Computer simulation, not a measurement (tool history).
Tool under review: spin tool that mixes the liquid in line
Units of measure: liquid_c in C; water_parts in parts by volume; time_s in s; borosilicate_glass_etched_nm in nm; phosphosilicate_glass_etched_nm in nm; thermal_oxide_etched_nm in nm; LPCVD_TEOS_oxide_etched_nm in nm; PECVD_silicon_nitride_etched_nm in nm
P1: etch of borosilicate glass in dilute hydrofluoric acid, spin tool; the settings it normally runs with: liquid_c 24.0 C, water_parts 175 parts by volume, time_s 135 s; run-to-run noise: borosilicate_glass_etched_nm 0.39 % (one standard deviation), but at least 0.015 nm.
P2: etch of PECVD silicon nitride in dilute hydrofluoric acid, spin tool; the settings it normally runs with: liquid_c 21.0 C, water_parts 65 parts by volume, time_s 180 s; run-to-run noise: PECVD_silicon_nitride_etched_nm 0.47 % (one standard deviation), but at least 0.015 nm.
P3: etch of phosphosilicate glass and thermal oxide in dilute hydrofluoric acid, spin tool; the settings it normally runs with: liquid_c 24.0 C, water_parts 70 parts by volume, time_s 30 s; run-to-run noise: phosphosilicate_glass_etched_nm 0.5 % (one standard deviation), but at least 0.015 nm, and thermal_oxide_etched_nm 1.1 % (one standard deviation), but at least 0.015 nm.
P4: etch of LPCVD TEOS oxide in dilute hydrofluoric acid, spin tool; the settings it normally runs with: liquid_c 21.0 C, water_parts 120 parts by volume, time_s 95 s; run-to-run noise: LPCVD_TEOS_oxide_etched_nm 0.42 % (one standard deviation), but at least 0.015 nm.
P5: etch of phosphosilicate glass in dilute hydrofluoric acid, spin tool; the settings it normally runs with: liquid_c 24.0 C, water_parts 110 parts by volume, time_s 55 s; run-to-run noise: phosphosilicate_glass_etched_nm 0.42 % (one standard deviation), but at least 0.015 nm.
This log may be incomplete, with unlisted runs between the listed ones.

run,hour,process,liquid_c,water_parts,time_s,hours since the thermometer was replaced,hours since the hydrofluoric acid flow meter was replaced,borosilicate_glass_etched_nm,phosphosilicate_glass_etched_nm,thermal_oxide_etched_nm,LPCVD_TEOS_oxide_etched_nm,PECVD_silicon_nitride_etched_nm
1,6.5,P1,24.0,175,135,508.7,973.7,22.731,,,,
2,11.9,P3,24.0,70,30,514.1,979.1,,47.8300,2.0786,,
3,19.2,P5,24.0,110,55,521.4,986.4,,29.6250,,,
4,27.8,P1,24.0,90,135,530.0,995.0,49.241,,,,
5,34.1,P5,24.0,175,55,536.3,1001.3,,17.2560,,,
6,41.5,P4,21.0,120,50,543.7,1008.7,,,,6.6497,
7,49.1,P2,21.0,65,180,551.3,1016.3,,,,,12.6570
8,60.1,P5,20.0,110,55,562.3,1027.3,,25.1670,,,
9,66.0,P1,24.0,285,135,568.2,1033.2,12.538,,,,
10,71.7,P4,26.5,120,95,573.9,1038.9,,,,15.5620,
11,82.3,P5,24.0,110,55,584.5,1049.5,,29.6790,,,
12,90.3,P1,24.0,175,135,592.5,1057.5,22.783,,,,
13,99.7,P1,24.0,175,255,601.9,1066.9,43.240,,,,
14,107.9,P1,30.0,255,135,610.1,1075.1,17.687,,,,
15,117.0,P4,21.0,120,95,619.2,1084.2,,,,12.4790,
16,128.0,P1,24.0,175,135,630.2,1095.2,22.911,,,,
17,133.7,P1,32.0,175,135,635.9,1100.9,30.573,,,,
18,142.1,P4,21.0,120,95,644.3,1109.3,,,,12.4130,
19,147.3,P1,17.5,175,135,649.5,1114.5,17.797,,,,
20,155.3,P1,24.0,175,135,657.5,1122.5,22.954,,,,
21,163.9,P3,31.5,70,30,666.1,1131.1,,64.9510,2.8048,,
22,169.8,P5,24.0,110,15,672.0,1137.0,,8.0989,,,
23,178.2,P1,24.0,175,135,680.4,1145.4,22.893,,,,
24,185.0,P3,24.0,30,30,687.2,1152.2,,117.7900,5.3119,,
25,192.7,P2,21.0,65,300,694.9,1159.9,,,,,20.9720
26,203.2,P1,24.0,175,135,705.4,1170.4,22.899,,,,
27,212.3,P2,21.0,100,180,714.5,1179.5,,,,,8.2875
28,220.1,P2,28.5,65,180,722.3,1187.3,,,,,20.8350
29,224.9,P1,24.0,175,70,727.1,1192.1,11.835,,,,
30,230.3,P3,24.0,70,60,732.5,1197.5,,95.9480,4.3621,,

What does the tool deliver on the next run?
31,239.6,P1,20.5,270,135,741.8,1206.8,?,,,,

For run 31 the tool returned borosilicate_glass_etched_nm 11.800 nm.
